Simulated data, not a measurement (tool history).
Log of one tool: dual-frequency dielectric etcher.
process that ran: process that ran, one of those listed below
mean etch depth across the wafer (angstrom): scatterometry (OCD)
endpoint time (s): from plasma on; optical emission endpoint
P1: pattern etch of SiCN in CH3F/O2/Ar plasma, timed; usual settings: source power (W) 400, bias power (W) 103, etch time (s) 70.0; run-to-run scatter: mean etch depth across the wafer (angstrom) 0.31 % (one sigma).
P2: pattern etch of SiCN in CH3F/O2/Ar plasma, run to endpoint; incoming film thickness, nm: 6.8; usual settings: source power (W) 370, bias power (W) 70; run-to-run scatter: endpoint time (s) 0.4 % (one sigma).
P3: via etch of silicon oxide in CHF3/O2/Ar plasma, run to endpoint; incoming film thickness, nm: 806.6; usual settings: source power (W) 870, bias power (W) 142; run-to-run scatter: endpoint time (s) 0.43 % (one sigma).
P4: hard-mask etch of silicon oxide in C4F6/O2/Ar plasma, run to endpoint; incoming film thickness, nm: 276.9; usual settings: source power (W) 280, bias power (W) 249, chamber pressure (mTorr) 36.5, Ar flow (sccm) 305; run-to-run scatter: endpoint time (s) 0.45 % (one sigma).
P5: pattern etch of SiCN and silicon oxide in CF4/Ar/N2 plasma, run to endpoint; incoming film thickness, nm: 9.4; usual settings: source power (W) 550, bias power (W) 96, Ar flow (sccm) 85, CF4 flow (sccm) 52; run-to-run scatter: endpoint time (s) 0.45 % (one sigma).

run,hour,process that ran,source power (W),bias power (W),etch time (s),chamber pressure (mTorr),Ar flow (sccm),CF4 flow (sccm),mean etch depth across the wafer (angstrom),endpoint time (s)
1,15.6,P1,400,103,70.0,,,,291.45,
2,29.2,P4,280,164,,36.5,305,,,101.4000
3,44.4,P3,870,88,,,,,,443.8100
4,58.3,P4,280,249,,36.5,432,,,92.2070
5,72.1,P2,270,70,,,,,,21.2560
6,83.9,P1,400,103,70.0,,,,291.06,
7,91.8,P5,650,96,,,85,52,,7.4255
8,107.2,P1,400,103,70.0,,,,290.69,
9,118.0,P1,400,138,97.0,,,,452.68,
10,130.3,P1,400,103,70.0,,,,290.79,
11,138.5,P2,370,97,,,,,,16.8030
12,147.1,P3,510,142,,,,,,471.4500
13,162.3,P5,550,96,,,85,40,,8.8747
14,176.0,P1,400,138,41.5,,,,193.65,
15,188.3,P4,280,249,,36.5,305,,,88.5900
16,201.1,P5,550,123,,,85,52,,7.8283
17,213.2,P4,380,249,,36.5,305,,,78.6670
18,229.5,P1,550,126,70.0,,,,354.11,
19,245.0,P1,250,103,70.0,,,,246.29,
20,258.0,P4,280,249,,48.0,305,,,90.9410
21,272.5,P1,400,134,70.0,,,,321.80,
22,280.6,P3,870,142,,,,,,386.8700
23,289.2,P1,400,103,70.0,,,,291.87,
24,298.6,P1,400,80,70.0,,,,264.97,
25,311.3,P5,550,96,,,118,52,,9.0200
26,318.9,P5,550,96,,,85,52,,8.6968
27,327.9,P1,500,103,70.0,,,,316.54,
28,337.3,P4,280,249,,36.5,305,,,87.4460
29,352.7,P1,400,103,70.0,,,,291.24,
30,368.9,P1,400,103,94.5,,,,393.64,
31,384.0,P2,370,70,,,,,,18.7460
32,392.6,P3,870,142,,,,,,387.6600
33,400.1,P1,400,103,38.5,,,,160.03,
34,410.3,P5,550,96,,,85,52,,8.5933
35,418.7,P1,400,103,70.0,,,,290.36,
36,428.8,P1,400,103,70.0,,,,289.75,
37,440.2,P1,400,103,70.0,,,,287.69,
38,447.7,P1,400,103,70.0,,,,285.81,
39,464.7,P1,400,103,70.0,,,,286.40,
# hour 468.3: wet clean of the chamber
40,478.7,P1,400,103,70.0,,,,285.37,
41,493.0,P1,400,103,70.0,,,,287.34,

What P1 gives has crept away from where it was. These 2 causes fit the log equally well, each at the size given:
A: source power that arrives under what is set, % = 4.84
B: bias power that arrives under what is set, % = 4.72
The creep began at about hour 418.7.
Why every other cause is out:
chamber walls in a state that lowers the etch rate, %: serviced at hour 468.3, which brought nothing back

4 check runs are offered, each on 2 wafers whose results are averaged, their results left as question marks. Which one tells the causes apart?
check 1,507.3,P2,280,92,,,,,,?
check 2,507.3,P4,280,168,,36.5,381,,,?
check 3,507.3,P5,550,114,,,85,52,,?
check 4,507.3,P3,870,89,,,,,,?

What each check would give under each cause:
check,result,if A,if B
check 1,endpoint time (s),19.3620,19.3630
check 2,endpoint time (s),105.4800,105.0700
check 3,endpoint time (s),8.4343,8.2230
check 4,endpoint time (s),450.5500,447.4600
How far apart the two closest causes lie, in the result that separates them most: check 1 0.01 %; check 2 0.39 %; check 3 2.54 %; check 4 0.69 %
Only check 3 tells the causes apart: in the others they would give nearly the same result.

Check 3 was then run and gave: endpoint time (s) 8.4360. Which cause is it?

It is A: source power that arrives under what is set, %.

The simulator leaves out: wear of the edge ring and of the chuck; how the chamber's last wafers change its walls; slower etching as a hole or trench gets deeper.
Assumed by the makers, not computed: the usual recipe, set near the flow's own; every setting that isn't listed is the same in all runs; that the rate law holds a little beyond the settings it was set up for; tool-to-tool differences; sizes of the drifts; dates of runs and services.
